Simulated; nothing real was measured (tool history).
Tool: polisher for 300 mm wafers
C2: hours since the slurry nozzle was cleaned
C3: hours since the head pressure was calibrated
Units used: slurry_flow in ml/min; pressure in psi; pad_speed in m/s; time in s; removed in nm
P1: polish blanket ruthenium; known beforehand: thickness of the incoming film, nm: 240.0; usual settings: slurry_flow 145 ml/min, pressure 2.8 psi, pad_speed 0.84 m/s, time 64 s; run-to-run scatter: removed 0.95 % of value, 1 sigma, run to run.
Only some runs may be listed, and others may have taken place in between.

run 1 hour=4.7 | slurry_flow=145 pressure=2.8 pad_speed=0.84 time=64 | wafers_polished_on_this_pad=723 C2=180.6 C3=393.7 | removed=70.636
run 2 hour=9.6 | slurry_flow=145 pressure=2.8 pad_speed=0.84 time=64 | wafers_polished_on_this_pad=801 C2=185.5 C3=398.6 | removed=70.351
run 3 hour=12.6 | slurry_flow=145 pressure=2 pad_speed=1.14 time=64 | wafers_polished_on_this_pad=848 C2=188.5 C3=401.6 | removed=67.953
run 4 hour=17.5 | slurry_flow=145 pressure=2 pad_speed=0.84 time=64 | wafers_polished_on_this_pad=926 C2=193.4 C3=406.5 | removed=49.469
run 5 hour=21.6 | slurry_flow=145 pressure=2.8 pad_speed=0.84 time=30 | wafers_polished_on_this_pad=992 C2=197.5 C3=410.6 | removed=33.528
run 6 hour=25.6 | slurry_flow=145 pressure=2.8 pad_speed=1.18 time=64 | wafers_polished_on_this_pad=1055 C2=201.5 C3=414.6 | removed=99.581
run 7 hour=30.7 | slurry_flow=145 pressure=2.8 pad_speed=0.84 time=64 | wafers_polished_on_this_pad=1136 C2=206.6 C3=419.7 | removed=69.471
run 8 hour=34.2 | slurry_flow=145 pressure=2.8 pad_speed=0.84 time=64 | wafers_polished_on_this_pad=1192 C2=210.1 C3=423.2 | removed=70.295
run 9 hour=39 | slurry_flow=145 pressure=2.8 pad_speed=0.84 time=64 | wafers_polished_on_this_pad=1269 C2=214.9 C3=428 | removed=68.799
run 10 hour=42.9 | slurry_flow=95 pressure=2.8 pad_speed=0.84 time=64 | wafers_polished_on_this_pad=1331 C2=218.8 C3=431.9 | removed=64.294
run 11 hour=47.6 | slurry_flow=145 pressure=2.8 pad_speed=0.42 time=64 | wafers_polished_on_this_pad=1405 C2=223.5 C3=436.6 | removed=34.648
run 12 hour=52.7 | slurry_flow=225 pressure=2.8 pad_speed=0.84 time=64 | wafers_polished_on_this_pad=1487 C2=228.6 C3=441.7 | removed=75.08
run 13 hour=55.2 | slurry_flow=145 pressure=2.8 pad_speed=0.84 time=98 | wafers_polished_on_this_pad=1526 C2=231.1 C3=444.2 | removed=109.23
run 14 hour=58.6 | slurry_flow=145 pressure=4.4 pad_speed=0.84 time=64 | wafers_polished_on_this_pad=1581 C2=234.5 C3=447.6 | removed=110.47
run 15 hour=61.7 | slurry_flow=145 pressure=2.8 pad_speed=0.84 time=64 | wafers_polished_on_this_pad=1630 C2=237.6 C3=450.7 | removed=70.402
run 16 hour=65.8 | slurry_flow=145 pressure=2.8 pad_speed=0.84 time=64 | wafers_polished_on_this_pad=1695 C2=241.7 C3=454.8 | removed=66.321
run 17 hour=68.3 | slurry_flow=145 pressure=2.8 pad_speed=0.84 time=64 | wafers_polished_on_this_pad=1735 C2=244.2 C3=457.3 | removed=65.352
-- hour=71.2 head pressure recalibrated
run 18 hour=72.2 | slurry_flow=145 pressure=2.8 pad_speed=0.84 time=64 | wafers_polished_on_this_pad=1797 C2=248.1 C3=1.1 | removed=64.466
run 19 hour=76.1 | slurry_flow=145 pressure=2.8 pad_speed=0.84 time=64 | wafers_polished_on_this_pad=1859 C2=252 C3=5 | removed=62.819
run 20 hour=79.6 | slurry_flow=145 pressure=2.8 pad_speed=0.84 time=64 | wafers_polished_on_this_pad=1915 C2=255.5 C3=8.5 | removed=63.489
run 21 hour=82.2 | slurry_flow=145 pressure=2.8 pad_speed=0.84 time=64 | wafers_polished_on_this_pad=1956 C2=258.1 C3=11.1 | removed=63.577

The output of P1 has drifted from where it used to be. Each of the 2 causes below, taken at the size shown beside it, accounts for the log equally well:
A: slurry flow missing at the pad, % = 38.5
B: removal rate lost through wear of the pad, % = 10.3
At approximately hour 61.7, the process output began to creep.
Ruled out, with reasons:
head's pressure below its setpoint, %: serviced after onset, at hour 71.2, with no recovery of the prior output

Which of the check runs below tells the causes apart, meaning the causes would give it clearly different results? Each run uses 5 wafers whose results are averaged, and each result is shown as a question mark.
run check 1 hour=84.8 | slurry_flow=145 pressure=2.8 pad_speed=0.46 time=64 | removed=?
run check 2 hour=84.8 | slurry_flow=145 pressure=2.8 pad_speed=1.04 time=30 | removed=?
run check 3 hour=84.8 | slurry_flow=220 pressure=2.8 pad_speed=0.84 time=46 | removed=?
run check 4 hour=84.8 | slurry_flow=145 pressure=2.8 pad_speed=0.66 time=64 | removed=?

What every check run would give for each of its results, assuming each possible cause in turn:
check=check_1 result=removed if_A=34.509 if_B=34.497
check=check_2 result=removed if_A=36.572 if_B=36.56
check=check_3 result=removed if_A=49.84 if_B=48.142
check=check_4 result=removed if_A=49.513 if_B=49.496
Per-check spread between the two closest causes, in the result where they differ most: check 1 0.04 %; check 2 0.04 %; check 3 3.47 %; check 4 0.04 %
The causes can be told apart only by check 3. The other checks would give nearly the same results under each of them.

Check 3 was then run and gave: removed 48.243 nm. Which cause is it?

The correct cause is B, namely: removal rate lost through wear of the pad, %.

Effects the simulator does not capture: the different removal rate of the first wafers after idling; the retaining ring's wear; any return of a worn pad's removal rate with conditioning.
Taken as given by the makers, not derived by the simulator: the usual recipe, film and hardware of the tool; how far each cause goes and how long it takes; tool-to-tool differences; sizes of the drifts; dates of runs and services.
